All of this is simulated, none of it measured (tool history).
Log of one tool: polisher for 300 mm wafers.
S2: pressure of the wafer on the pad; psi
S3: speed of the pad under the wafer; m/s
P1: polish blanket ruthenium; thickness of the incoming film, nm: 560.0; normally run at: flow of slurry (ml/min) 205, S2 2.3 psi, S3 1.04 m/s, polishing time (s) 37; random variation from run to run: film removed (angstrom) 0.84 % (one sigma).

run 1 hour=2.9 | flow_of_slurry_(ml/min)=205 S2=2.3 S3=1.04 polishing_time_(s)=37 | film_removed_(angstrom)=583.91
-- hour=7.7 slurry nozzle cleaned
run 2 hour=8.2 | flow_of_slurry_(ml/min)=205 S2=2.3 S3=1.04 polishing_time_(s)=37 | film_removed_(angstrom)=584.55
run 3 hour=12.3 | flow_of_slurry_(ml/min)=205 S2=2.3 S3=1.04 polishing_time_(s)=37 | film_removed_(angstrom)=581.66
run 4 hour=15.4 | flow_of_slurry_(ml/min)=205 S2=2.3 S3=0.5 polishing_time_(s)=37 | film_removed_(angstrom)=278.36
run 5 hour=20.5 | flow_of_slurry_(ml/min)=205 S2=1.1 S3=1.04 polishing_time_(s)=37 | film_removed_(angstrom)=275.18
run 6 hour=24.8 | flow_of_slurry_(ml/min)=205 S2=2.3 S3=1.04 polishing_time_(s)=18 | film_removed_(angstrom)=282.03
run 7 hour=29.6 | flow_of_slurry_(ml/min)=205 S2=3.6 S3=1.04 polishing_time_(s)=37 | film_removed_(angstrom)=909.87
run 8 hour=34 | flow_of_slurry_(ml/min)=205 S2=2.3 S3=0.68 polishing_time_(s)=21 | film_removed_(angstrom)=211.91
run 9 hour=37.4 | flow_of_slurry_(ml/min)=280 S2=2.3 S3=1.04 polishing_time_(s)=37 | film_removed_(angstrom)=605.25
run 10 hour=42.5 | flow_of_slurry_(ml/min)=205 S2=2.3 S3=1.04 polishing_time_(s)=53 | film_removed_(angstrom)=837.03
run 11 hour=46.8 | flow_of_slurry_(ml/min)=205 S2=3.2 S3=1.38 polishing_time_(s)=37 | film_removed_(angstrom)=1075
run 12 hour=51.2 | flow_of_slurry_(ml/min)=205 S2=2.3 S3=1.04 polishing_time_(s)=37 | film_removed_(angstrom)=580.62
run 13 hour=55.6 | flow_of_slurry_(ml/min)=125 S2=2.3 S3=1.04 polishing_time_(s)=37 | film_removed_(angstrom)=538.07
run 14 hour=61.9 | flow_of_slurry_(ml/min)=205 S2=2.3 S3=1.04 polishing_time_(s)=37 | film_removed_(angstrom)=585.21
run 15 hour=65.5 | flow_of_slurry_(ml/min)=315 S2=2.3 S3=1.04 polishing_time_(s)=27 | film_removed_(angstrom)=448.04
run 16 hour=71.3 | flow_of_slurry_(ml/min)=205 S2=2.3 S3=1.58 polishing_time_(s)=37 | film_removed_(angstrom)=887.28
run 17 hour=75.5 | flow_of_slurry_(ml/min)=205 S2=2.3 S3=1.04 polishing_time_(s)=37 | film_removed_(angstrom)=574.18
run 18 hour=79.8 | flow_of_slurry_(ml/min)=205 S2=2.3 S3=1.04 polishing_time_(s)=37 | film_removed_(angstrom)=576.02
run 19 hour=83 | flow_of_slurry_(ml/min)=205 S2=2.3 S3=1.04 polishing_time_(s)=37 | film_removed_(angstrom)=564.03
run 20 hour=87.9 | flow_of_slurry_(ml/min)=205 S2=2.3 S3=1.04 polishing_time_(s)=37 | film_removed_(angstrom)=561.24
run 21 hour=93.3 | flow_of_slurry_(ml/min)=205 S2=2.3 S3=1.04 polishing_time_(s)=37 | film_removed_(angstrom)=545.37
run 22 hour=97.9 | flow_of_slurry_(ml/min)=205 S2=2.3 S3=1.04 polishing_time_(s)=37 | film_removed_(angstrom)=552.2
run 23 hour=103.2 | flow_of_slurry_(ml/min)=205 S2=2.3 S3=1.04 polishing_time_(s)=37 | film_removed_(angstrom)=545.76
run 24 hour=106.1 | flow_of_slurry_(ml/min)=205 S2=2.3 S3=1.04 polishing_time_(s)=37 | film_removed_(angstrom)=553.01
-- hour=107.7 head pressure recalibrated
run 25 hour=111.5 | flow_of_slurry_(ml/min)=205 S2=2.3 S3=1.04 polishing_time_(s)=37 | film_removed_(angstrom)=549.75

Run 26 comes next. What will it give?
run 26 hour=116.3 | flow_of_slurry_(ml/min)=205 S2=2.3 S3=1.04 polishing_time_(s)=37 | film_removed_(angstrom)=?

film removed (angstrom): 547.93
